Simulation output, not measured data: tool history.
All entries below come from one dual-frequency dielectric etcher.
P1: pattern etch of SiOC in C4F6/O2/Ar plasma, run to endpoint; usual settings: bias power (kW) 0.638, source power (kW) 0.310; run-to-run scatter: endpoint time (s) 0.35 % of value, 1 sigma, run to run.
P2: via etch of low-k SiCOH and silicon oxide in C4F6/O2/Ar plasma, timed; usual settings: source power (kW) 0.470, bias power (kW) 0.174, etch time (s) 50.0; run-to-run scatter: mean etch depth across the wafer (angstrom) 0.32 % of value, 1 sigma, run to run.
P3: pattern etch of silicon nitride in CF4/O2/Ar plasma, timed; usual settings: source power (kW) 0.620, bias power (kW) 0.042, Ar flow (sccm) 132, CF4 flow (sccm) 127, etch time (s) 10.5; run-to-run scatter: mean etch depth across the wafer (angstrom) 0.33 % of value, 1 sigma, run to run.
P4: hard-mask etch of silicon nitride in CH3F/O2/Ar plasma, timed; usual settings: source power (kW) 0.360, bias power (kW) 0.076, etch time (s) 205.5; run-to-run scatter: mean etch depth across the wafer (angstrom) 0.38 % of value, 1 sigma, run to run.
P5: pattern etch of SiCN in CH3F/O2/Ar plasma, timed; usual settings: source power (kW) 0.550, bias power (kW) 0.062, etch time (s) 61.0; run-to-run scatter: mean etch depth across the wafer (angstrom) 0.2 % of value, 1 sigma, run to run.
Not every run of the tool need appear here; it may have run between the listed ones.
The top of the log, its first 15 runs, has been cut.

| run | hour | process that ran | bias power (kW) | source power (kW) | etch time (s) | Ar flow (sccm) | CF4 flow (sccm) | endpoint time (s) | mean etch depth across the wafer (angstrom) |
|---|---|---|---|---|---|---|---|---|---|
| 16 | 64.2 | P3 | 0.042 | 0.620 | 10.5 | 132 | 88 |  | 208.17 |
| 17 | 69.7 | P1 | 0.638 | 0.240 |  |  |  | 18.655 |  |
| 18 | 72.7 | P4 | 0.076 | 0.450 | 205.5 |  |  |  | 1561.40 |
| 19 | 75.5 | P2 | 0.174 | 0.470 | 50.0 |  |  |  | 1414.40 |
| 20 | 79.1 | P1 | 0.638 | 0.310 |  |  |  | 17.113 |  |
| 21 | 82.5 | P2 | 0.174 | 0.590 | 50.0 |  |  |  | 1551.90 |
| 22 | 87.1 | P1 | 0.638 | 0.310 |  |  |  | 17.061 |  |
| 23 | 92.5 | P5 | 0.062 | 0.550 | 61.0 |  |  |  | 248.72 |
| 24 | 97.7 | P3 | 0.042 | 0.620 | 10.5 | 132 | 127 |  | 220.50 |
| 25 | 102.2 | P5 | 0.062 | 0.550 | 61.0 |  |  |  | 248.28 |
| 26 | 107.8 | P1 | 0.373 | 0.310 |  |  |  | 20.908 |  |
| 27 | 112.7 | P1 | 0.760 | 0.310 |  |  |  | 16.038 |  |
| 28 | 117.1 | P3 | 0.042 | 0.620 | 8.0 | 132 | 127 |  | 167.83 |
| 29 | 122.4 | P1 | 0.638 | 0.310 |  |  |  | 17.128 |  |
| 30 | 128.1 | P4 | 0.076 | 0.360 | 205.5 |  |  |  | 1419.40 |
| 31 | 132.9 | P2 | 0.174 | 0.470 | 72.0 |  |  |  | 2043.70 |
| 32 | 138.5 | P4 | 0.076 | 0.360 | 284.0 |  |  |  | 1955.60 |
| 33 | 141.3 | P1 | 0.439 | 0.380 |  |  |  | 18.273 |  |
| 34 | 145.0 | P1 | 0.638 | 0.390 |  |  |  | 15.888 |  |
| 35 | 147.6 | P1 | 0.638 | 0.310 |  |  |  | 17.113 |  |
| 36 | 150.9 | P1 | 0.638 | 0.310 |  |  |  | 16.861 |  |
| 37 | 155.5 | P1 | 0.638 | 0.310 |  |  |  | 16.978 |  |
| 38 | 159.5 | P1 | 0.638 | 0.310 |  |  |  | 16.829 |  |

Run 39 comes next. What will it give?
|  | 161.0 | wet clean of the chamber |
| 39 | 164.2 | P1 | 0.638 | 0.310 |  |  |  | ? |  |

{"run 39": {"endpoint time (s)": 16.843}}
